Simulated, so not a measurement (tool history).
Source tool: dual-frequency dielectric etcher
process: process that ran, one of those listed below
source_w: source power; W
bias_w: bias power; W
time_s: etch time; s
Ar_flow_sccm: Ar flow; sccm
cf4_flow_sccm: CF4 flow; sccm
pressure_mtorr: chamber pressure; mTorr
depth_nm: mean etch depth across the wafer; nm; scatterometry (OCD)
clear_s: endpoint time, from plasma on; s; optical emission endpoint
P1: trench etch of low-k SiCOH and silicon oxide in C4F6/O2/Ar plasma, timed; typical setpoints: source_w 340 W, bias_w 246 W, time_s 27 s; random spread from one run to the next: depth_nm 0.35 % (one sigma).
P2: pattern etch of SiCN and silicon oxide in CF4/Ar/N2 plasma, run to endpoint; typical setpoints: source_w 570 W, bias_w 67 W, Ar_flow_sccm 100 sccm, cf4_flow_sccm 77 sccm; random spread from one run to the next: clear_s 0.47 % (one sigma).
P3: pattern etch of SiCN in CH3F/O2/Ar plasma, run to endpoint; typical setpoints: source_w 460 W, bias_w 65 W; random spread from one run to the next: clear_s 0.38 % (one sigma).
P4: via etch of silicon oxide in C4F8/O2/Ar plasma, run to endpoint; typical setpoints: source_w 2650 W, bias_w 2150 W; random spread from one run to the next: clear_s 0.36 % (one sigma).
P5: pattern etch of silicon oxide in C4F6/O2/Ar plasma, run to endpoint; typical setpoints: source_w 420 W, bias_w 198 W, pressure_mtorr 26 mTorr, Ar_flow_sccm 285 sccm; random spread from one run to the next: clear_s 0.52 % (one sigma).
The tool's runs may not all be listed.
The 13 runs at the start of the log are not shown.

run   hour  process  source_w  bias_w  time_s  Ar_flow_sccm  cf4_flow_sccm  pressure_mtorr  depth_nm   clear_s
 14  174.3       P1       340     246      27                                                 82.698
 15  186.3       P3       370      65                                                                  18.5020
 16  200.3       P4      2650    2150                                                                 301.5600
 17  213.6       P1       400     246      27                                                 89.021
 18  227.9       P1       230     333      27                                                 80.048
 19  237.7       P5       560     198                   285                             26              9.5063
 20  254.5       P1       340     246      27                                                 83.733
 21  266.7       P2       570      67                   100             77                              8.4156
 22  277.1       P2       570      49                   100             77                              9.3237
 23  285.2       P1       340     246      27                                                 83.473
 24  295.0       P4      2650    1516                                                                 331.9800
 25  308.2       P2       570      67                   100             77                              8.4687
 26  323.4       P5       420     198                   285                             32             11.0000
 27  336.3       P1       340     246      36                                                111.460
 28  351.0       P3       460      65                                                                  17.0850
 29  362.9       P5       420     198                   285                             26             10.6860
 30  378.0       P2       790      67                   100             77                              6.2971
 31  392.1       P1       340     246      27                                                 83.544
 32  405.2       P1       340     246      27                                                 83.558
 33  416.4       P1       340     246      27                                                 82.701

What does the tool deliver on the next run?
 34  425.6       P1       340     246      27                                                      ?

Logged for run 34: depth_nm 82.487 nm.
